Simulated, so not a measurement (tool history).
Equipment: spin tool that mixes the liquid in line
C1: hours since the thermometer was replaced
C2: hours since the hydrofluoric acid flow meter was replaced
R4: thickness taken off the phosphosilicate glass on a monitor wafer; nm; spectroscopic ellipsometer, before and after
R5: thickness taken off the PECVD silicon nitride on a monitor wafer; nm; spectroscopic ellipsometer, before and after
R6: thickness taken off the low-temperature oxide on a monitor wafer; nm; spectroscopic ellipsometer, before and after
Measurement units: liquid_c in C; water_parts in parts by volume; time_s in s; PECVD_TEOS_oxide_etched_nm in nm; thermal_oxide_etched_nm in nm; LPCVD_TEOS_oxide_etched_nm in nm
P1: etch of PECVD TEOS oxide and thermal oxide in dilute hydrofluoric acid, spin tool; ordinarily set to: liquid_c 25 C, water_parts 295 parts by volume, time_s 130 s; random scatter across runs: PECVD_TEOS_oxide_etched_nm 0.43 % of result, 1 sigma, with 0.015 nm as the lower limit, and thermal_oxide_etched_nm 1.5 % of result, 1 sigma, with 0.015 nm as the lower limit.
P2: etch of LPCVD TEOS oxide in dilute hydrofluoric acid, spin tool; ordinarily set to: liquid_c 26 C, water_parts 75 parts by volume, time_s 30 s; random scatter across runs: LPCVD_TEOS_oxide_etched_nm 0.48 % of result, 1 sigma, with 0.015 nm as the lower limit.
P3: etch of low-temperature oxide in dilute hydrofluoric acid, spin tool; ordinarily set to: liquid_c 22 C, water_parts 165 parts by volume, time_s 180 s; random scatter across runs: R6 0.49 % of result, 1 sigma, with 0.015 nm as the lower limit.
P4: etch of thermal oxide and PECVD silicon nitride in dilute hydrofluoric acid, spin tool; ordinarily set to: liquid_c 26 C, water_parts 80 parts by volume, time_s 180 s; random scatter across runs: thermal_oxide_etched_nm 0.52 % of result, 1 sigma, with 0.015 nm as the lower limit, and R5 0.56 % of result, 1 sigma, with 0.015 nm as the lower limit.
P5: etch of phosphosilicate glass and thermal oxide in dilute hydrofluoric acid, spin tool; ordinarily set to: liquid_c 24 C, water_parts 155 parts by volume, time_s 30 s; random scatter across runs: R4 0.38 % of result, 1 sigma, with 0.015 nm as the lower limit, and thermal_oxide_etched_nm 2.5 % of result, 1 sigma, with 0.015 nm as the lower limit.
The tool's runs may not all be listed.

run 1 hour=10.5 | process=P1 liquid_c=25 water_parts=295 time_s=130 | C1=809.8 C2=1035.7 | PECVD_TEOS_oxide_etched_nm=5.9046 thermal_oxide_etched_nm=1.7234
run 2 hour=22.2 | process=P2 liquid_c=26 water_parts=135 time_s=30 | C1=821.5 C2=1047.4 | LPCVD_TEOS_oxide_etched_nm=11.668
run 3 hour=36.7 | process=P5 liquid_c=24 water_parts=230 time_s=30 | C1=836 C2=1061.9 | thermal_oxide_etched_nm=0.52774 R4=22.919
run 4 hour=47 | process=P1 liquid_c=25 water_parts=115 time_s=15 | C1=846.3 C2=1072.2 | PECVD_TEOS_oxide_etched_nm=2.141 thermal_oxide_etched_nm=0.61745
run 5 hour=54.4 | process=P4 liquid_c=26 water_parts=20 time_s=180 | C1=853.7 C2=1079.6 | thermal_oxide_etched_nm=51.92 R5=56.656
run 6 hour=65.1 | process=P3 liquid_c=22 water_parts=165 time_s=180 | C1=864.4 C2=1090.3 | R6=10.356
run 7 hour=80.1 | process=P1 liquid_c=17.5 water_parts=520 time_s=130 | C1=879.4 C2=1105.3 | PECVD_TEOS_oxide_etched_nm=2.1274 thermal_oxide_etched_nm=0.60965
run 8 hour=91.9 | process=P2 liquid_c=26 water_parts=75 time_s=30 | C1=891.2 C2=1117.1 | LPCVD_TEOS_oxide_etched_nm=22.553
run 9 hour=102.5 | process=P1 liquid_c=25 water_parts=430 time_s=130 | C1=901.8 C2=1127.7 | PECVD_TEOS_oxide_etched_nm=3.5439 thermal_oxide_etched_nm=1.0304
run 10 hour=115.1 | process=P3 liquid_c=17 water_parts=165 time_s=180 | C1=914.4 C2=1140.3 | R6=8.6
run 11 hour=128.5 | process=P1 liquid_c=25 water_parts=295 time_s=130 | C1=927.8 C2=1153.7 | PECVD_TEOS_oxide_etched_nm=5.8945 thermal_oxide_etched_nm=1.733
run 12 hour=137.6 | process=P1 liquid_c=25 water_parts=295 time_s=130 | C1=936.9 C2=1162.8 | PECVD_TEOS_oxide_etched_nm=5.8837 thermal_oxide_etched_nm=1.7052
run 13 hour=144.8 | process=P4 liquid_c=26 water_parts=80 time_s=15 | C1=944.1 C2=1170 | thermal_oxide_etched_nm=1.0051 R5=1.2181
run 14 hour=160.3 | process=P1 liquid_c=25 water_parts=295 time_s=130 | C1=959.6 C2=1185.5 | PECVD_TEOS_oxide_etched_nm=5.8301 thermal_oxide_etched_nm=1.7225
run 15 hour=174.4 | process=P1 liquid_c=25 water_parts=295 time_s=15 | C1=973.7 C2=1199.6 | PECVD_TEOS_oxide_etched_nm=0.70356 thermal_oxide_etched_nm=0.20083
run 16 hour=182.3 | process=P1 liquid_c=25 water_parts=295 time_s=130 | C1=981.6 C2=1207.5 | PECVD_TEOS_oxide_etched_nm=5.8666 thermal_oxide_etched_nm=1.7686
run 17 hour=189.1 | process=P3 liquid_c=22 water_parts=45 time_s=180 | C1=988.4 C2=1214.3 | R6=43.806
run 18 hour=196.1 | process=P5 liquid_c=24 water_parts=155 time_s=30 | C1=995.4 C2=1221.3 | thermal_oxide_etched_nm=0.86986 R4=36.923
run 19 hour=210.8 | process=P1 liquid_c=17.5 water_parts=295 time_s=130 | C1=1010.1 C2=1236 | PECVD_TEOS_oxide_etched_nm=4.4771 thermal_oxide_etched_nm=1.2893
run 20 hour=224.5 | process=P5 liquid_c=24 water_parts=155 time_s=30 | C1=1023.8 C2=1249.7 | thermal_oxide_etched_nm=0.86814 R4=37.286
run 21 hour=233.3 | process=P5 liquid_c=32 water_parts=155 time_s=30 | C1=1032.6 C2=1258.5 | thermal_oxide_etched_nm=1.1134 R4=49.233
run 22 hour=243.9 | process=P1 liquid_c=25 water_parts=295 time_s=130 | C1=1043.2 C2=1269.1 | PECVD_TEOS_oxide_etched_nm=5.8609 thermal_oxide_etched_nm=1.6665
run 23 hour=254.7 | process=P4 liquid_c=26 water_parts=80 time_s=180 | C1=1054 C2=1279.9 | thermal_oxide_etched_nm=11.984 R5=14.599
run 24 hour=267.8 | process=P1 liquid_c=25 water_parts=295 time_s=240 | C1=1067.1 C2=1293 | PECVD_TEOS_oxide_etched_nm=10.922 thermal_oxide_etched_nm=3.1317
run 25 hour=281.5 | process=P5 liquid_c=24 water_parts=155 time_s=15 | C1=1080.8 C2=1306.7 | thermal_oxide_etched_nm=0.40999 R4=18.501
run 26 hour=294.4 | process=P1 liquid_c=25 water_parts=150 time_s=130 | C1=1093.7 C2=1319.6 | PECVD_TEOS_oxide_etched_nm=13.524 thermal_oxide_etched_nm=3.9159
run 27 hour=304.3 | process=P2 liquid_c=34 water_parts=75 time_s=30 | C1=1103.6 C2=1329.5 | LPCVD_TEOS_oxide_etched_nm=30.496
run 28 hour=315.8 | process=P2 liquid_c=26 water_parts=75 time_s=15 | C1=1115.1 C2=1341 | LPCVD_TEOS_oxide_etched_nm=11.251
run 29 hour=330.3 | process=P4 liquid_c=26 water_parts=80 time_s=180 | C1=1129.6 C2=1355.5 | thermal_oxide_etched_nm=11.966 R5=14.506
run 30 hour=343.4 | process=P1 liquid_c=30.5 water_parts=75 time_s=130 | C1=1142.7 C2=1368.6 | PECVD_TEOS_oxide_etched_nm=37.16 thermal_oxide_etched_nm=11.028
run 31 hour=353.2 | process=P4 liquid_c=30 water_parts=80 time_s=180 | C1=1152.5 C2=1378.4 | thermal_oxide_etched_nm=13.835 R5=18.882
run 32 hour=361.1 | process=P1 liquid_c=33 water_parts=295 time_s=130 | C1=1160.4 C2=1386.3 | PECVD_TEOS_oxide_etched_nm=7.6509 thermal_oxide_etched_nm=2.2074
run 33 hour=373.5 | process=P2 liquid_c=26 water_parts=75 time_s=30 | C1=1172.8 C2=1398.7 | LPCVD_TEOS_oxide_etched_nm=22.457
run 34 hour=383.8 | process=P3 liquid_c=22 water_parts=165 time_s=15 | C1=1183.1 C2=1409 | R6=0.86895
run 35 hour=395.3 | process=P1 liquid_c=25 water_parts=295 time_s=130 | C1=1194.6 C2=1420.5 | PECVD_TEOS_oxide_etched_nm=5.8927 thermal_oxide_etched_nm=1.6724
run 36 hour=410.9 | process=P1 liquid_c=25 water_parts=295 time_s=130 | C1=1210.2 C2=1436.1 | PECVD_TEOS_oxide_etched_nm=6.0431 thermal_oxide_etched_nm=1.7898
run 37 hour=420.1 | process=P1 liquid_c=25 water_parts=295 time_s=130 | C1=1219.4 C2=1445.3 | PECVD_TEOS_oxide_etched_nm=6.1335 thermal_oxide_etched_nm=1.7591
run 38 hour=432.8 | process=P1 liquid_c=25 water_parts=295 time_s=130 | C1=1232.1 C2=1458 | PECVD_TEOS_oxide_etched_nm=6.1835 thermal_oxide_etched_nm=1.8114
run 39 hour=447.3 | process=P1 liquid_c=25 water_parts=295 time_s=130 | C1=1246.6 C2=1472.5 | PECVD_TEOS_oxide_etched_nm=6.1723 thermal_oxide_etched_nm=1.8152
run 40 hour=457.7 | process=P1 liquid_c=25 water_parts=295 time_s=130 | C1=1257 C2=1482.9 | PECVD_TEOS_oxide_etched_nm=6.2304 thermal_oxide_etched_nm=1.7841
run 41 hour=472.5 | process=P1 liquid_c=25 water_parts=295 time_s=130 | C1=1271.8 C2=1497.7 | PECVD_TEOS_oxide_etched_nm=6.2667 thermal_oxide_etched_nm=1.7801
run 42 hour=487.8 | process=P1 liquid_c=25 water_parts=295 time_s=130 | C1=1287.1 C2=1513 | PECVD_TEOS_oxide_etched_nm=6.2343 thermal_oxide_etched_nm=1.8483
run 43 hour=498.2 | process=P1 liquid_c=25 water_parts=295 time_s=130 | C1=1297.5 C2=1523.4 | PECVD_TEOS_oxide_etched_nm=6.2266 thermal_oxide_etched_nm=1.8159
run 44 hour=512.2 | process=P1 liquid_c=25 water_parts=295 time_s=130 | C1=1311.5 C2=1537.4 | PECVD_TEOS_oxide_etched_nm=6.2521 thermal_oxide_etched_nm=1.8522
run 45 hour=520.8 | process=P1 liquid_c=25 water_parts=295 time_s=130 | C1=1320.1 C2=1546 | PECVD_TEOS_oxide_etched_nm=6.3112 thermal_oxide_etched_nm=1.8164

P1 has crept away from where it was. The log is fitted equally well by each of these 2 causes, at the sizes shown:
A: hydrofluoric acid flow above the setpoint (%) = 4.99
B: liquid hotter than its thermometer reads (K) = 1.85
The onset of the drift is placed at about hour 395.3.

Which of the 4 check runs listed below separates the causes, so that each cause would produce a clearly different result? Each run uses one wafer, and its results are marked with question marks.
run check 1 hour=529.4 | process=P5 liquid_c=32 water_parts=155 time_s=15 | thermal_oxide_etched_nm=? R4=?
run check 2 hour=529.4 | process=P4 liquid_c=26 water_parts=25 time_s=50 | thermal_oxide_etched_nm=? R5=?
run check 3 hour=529.4 | process=P2 liquid_c=34 water_parts=115 time_s=30 | LPCVD_TEOS_oxide_etched_nm=?
run check 4 hour=529.4 | process=P3 liquid_c=17 water_parts=165 time_s=15 | R6=?

What every check run would give for each of its results, assuming each possible cause in turn:
check=check_1 result=thermal_oxide_etched_nm if_A=0.59985 if_B=0.60312
check=check_1 result=R4 if_A=26.222 if_B=26.364
check=check_2 result=thermal_oxide_etched_nm if_A=12.059 if_B=12.372
check=check_2 result=R5 if_A=13.267 if_B=14.328
check=check_3 result=LPCVD_TEOS_oxide_etched_nm if_A=19.825 if_B=19.989
check=check_4 result=R6 if_A=0.75467 if_B=0.76863
Separation of the two closest causes in each check, using whichever result separates them best: check 1 0.54 %; check 2 7.69 %; check 3 0.82 %; check 4 1.83 %
Of the check runs offered, only check 2 discriminates between the causes; the rest would read about the same regardless of which cause applies.

Here is what check 2 returned: thermal_oxide_etched_nm 12.105 nm; R5 13.409 nm. Which cause is it?

The correct cause is A, namely: hydrofluoric acid flow above the setpoint (%).
